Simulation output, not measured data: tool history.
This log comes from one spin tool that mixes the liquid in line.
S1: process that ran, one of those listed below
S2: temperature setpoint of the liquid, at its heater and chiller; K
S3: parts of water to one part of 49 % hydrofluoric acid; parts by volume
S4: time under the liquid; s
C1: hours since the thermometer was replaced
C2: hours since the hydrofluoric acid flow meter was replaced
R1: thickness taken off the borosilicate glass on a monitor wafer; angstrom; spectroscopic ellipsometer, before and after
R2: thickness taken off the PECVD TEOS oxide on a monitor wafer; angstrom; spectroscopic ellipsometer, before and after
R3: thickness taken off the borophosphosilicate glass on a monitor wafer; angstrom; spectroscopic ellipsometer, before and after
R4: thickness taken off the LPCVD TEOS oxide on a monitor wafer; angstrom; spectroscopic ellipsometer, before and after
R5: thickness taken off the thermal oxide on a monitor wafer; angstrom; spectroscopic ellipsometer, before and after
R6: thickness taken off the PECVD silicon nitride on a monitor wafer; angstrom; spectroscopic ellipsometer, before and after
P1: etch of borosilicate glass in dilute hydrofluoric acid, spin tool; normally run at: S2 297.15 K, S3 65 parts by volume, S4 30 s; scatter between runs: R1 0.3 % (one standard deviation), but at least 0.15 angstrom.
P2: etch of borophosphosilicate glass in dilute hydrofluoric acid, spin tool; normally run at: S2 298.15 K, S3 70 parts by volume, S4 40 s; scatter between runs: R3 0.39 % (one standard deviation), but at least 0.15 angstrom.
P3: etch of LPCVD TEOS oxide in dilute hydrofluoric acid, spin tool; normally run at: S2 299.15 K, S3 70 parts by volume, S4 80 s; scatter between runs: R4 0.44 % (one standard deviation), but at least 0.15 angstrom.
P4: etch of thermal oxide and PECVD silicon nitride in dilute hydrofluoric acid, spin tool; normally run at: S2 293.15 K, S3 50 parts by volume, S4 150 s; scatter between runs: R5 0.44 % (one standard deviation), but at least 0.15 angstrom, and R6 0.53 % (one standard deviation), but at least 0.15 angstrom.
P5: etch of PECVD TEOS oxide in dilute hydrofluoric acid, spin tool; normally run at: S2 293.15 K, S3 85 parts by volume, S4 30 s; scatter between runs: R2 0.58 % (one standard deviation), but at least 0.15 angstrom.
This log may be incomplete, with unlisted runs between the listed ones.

run	hour	S1	S2	S3	S4	C1	C2	R1	R2	R3	R4	R5	R6
1	9.9	P1	297.15	65	30	466.0	266.6	142.150					
2	14.7	P1	297.15	65	30	470.8	271.4	141.290					
3	22.7	P5	293.15	85	55	478.8	279.4		100.240				
4	27.0	P1	297.15	65	30	483.1	283.7	141.930					
5	36.6	P1	297.15	65	30	492.7	293.3	141.360					
6	41.4	P1	297.15	65	30	497.5	298.1	141.700					
7	49.4	P5	293.15	85	30	505.5	306.1		54.789				
8	58.5	P2	294.15	70	40	514.6	315.2			195.91			
9	63.4	P1	303.15	65	30	519.5	320.1	180.500					
10	70.6	P2	298.15	70	60	526.7	327.3			342.63			
11	77.1	P5	299.65	85	30	533.2	333.8		70.950				
12	84.1	P1	297.15	65	15	540.2	340.8	70.909					
13	88.7	P3	299.15	20	80	544.8	345.4				1021.800		
14	95.6	P1	297.15	30	30	551.7	352.3	322.570					
15	100.3	P5	293.15	50	30	556.4	357.0		97.810				
16	109.1	P4	293.15	25	150	565.2	365.8					267.07	233.39
17	115.5	P4	300.65	50	150	571.6	372.2					177.25	195.20
18	123.3	P2	298.15	20	40	579.4	380.0			865.72			
19	130.4	P4	293.15	50	150	586.5	387.1					130.93	119.56
20	136.0	P3	299.15	70	80	592.1	392.7				271.980		
21	143.6	P1	290.65	65	15	599.7	400.3	53.929					
22	151.8	P3	299.15	70	80	607.9	408.5				275.090		
23	156.8	P1	290.15	65	30	612.9	413.5	106.050					
24	163.1	P5	293.15	85	30	619.2	419.8		54.741				
25	167.9	P3	292.15	70	80	624.0	424.6				205.250		
26	175.1	P1	297.15	65	50	631.2	431.8	236.420					
27	179.8	P2	298.15	70	40	635.9	436.5			230.32			
28	184.9	P4	293.15	50	215	641.0	441.6					185.78	171.04
29	194.2	P1	297.15	115	30	650.3	450.9	75.020					
30	199.8	P4	293.15	50	150	655.9	456.5					130.84	118.81
# hour 200.7: thermometer replaced
31	208.8	P1	297.15	65	30	8.2	465.5	141.290					
32	215.5	P2	298.15	70	40	14.9	472.2			230.50			
33	220.2	P3	299.15	70	20	19.6	476.9				68.177		
34	228.6	P1	297.15	65	30	28.0	485.3	141.480					
35	236.8	P1	297.15	65	30	36.2	493.5	137.180					
36	242.9	P1	297.15	65	30	42.3	499.6	134.430					
37	251.9	P1	297.15	65	30	51.3	508.6	132.180					
38	259.3	P1	297.15	65	30	58.7	516.0	131.490					
39	269.3	P1	297.15	65	30	68.7	526.0	130.060					
40	275.5	P1	297.15	65	30	74.9	532.2	129.920					
41	281.2	P1	297.15	65	30	80.6	537.9	128.980					
42	289.4	P1	297.15	65	30	88.8	546.1	128.900					
43	297.7	P1	297.15	65	30	97.1	554.4	129.410					
44	306.1	P1	297.15	65	30	105.5	562.8	129.040					

Something has made what P1 gives creep away from where it was; the 2 causes below, each at its own stated size, fit the log equally well:
A: liquid colder than its thermometer reads (K) = 2.28
B: hydrofluoric acid flow below the setpoint (%) = 8.24
Onset of the creep was near hour 228.6.

Question marks stand in for the results of the 4 check runs listed below, each run on one wafer. Under which run would the listed causes show clearly different results?
check 1	314.5	P4	293.15	50	150							?	?
check 2	314.5	P2	298.15	70	40					?			
check 3	314.5	P5	293.15	85	30				?				
check 4	314.5	P3	299.15	70	80						?		

How each check would come out, cause by cause:
check	result	if A	if B
check 1	R5	117.87	118.62
check 1	R6	101.21	109.22
check 2	R3	210.10	209.71
check 3	R2	49.725	49.768
check 4	R4	250.210	249.520
Per-check spread between the two closest causes, in the result where they differ most: check 1 7.61 %; check 2 0.18 %; check 3 0.09 %; check 4 0.28 %
Check 1 tells the causes apart: in the others they would give nearly the same result.

After running check 1, the following was obtained: R5 119.18 angstrom; R6 110.02 angstrom. Which cause does this point to?

It was cause B: hydrofluoric acid flow below the setpoint (%).
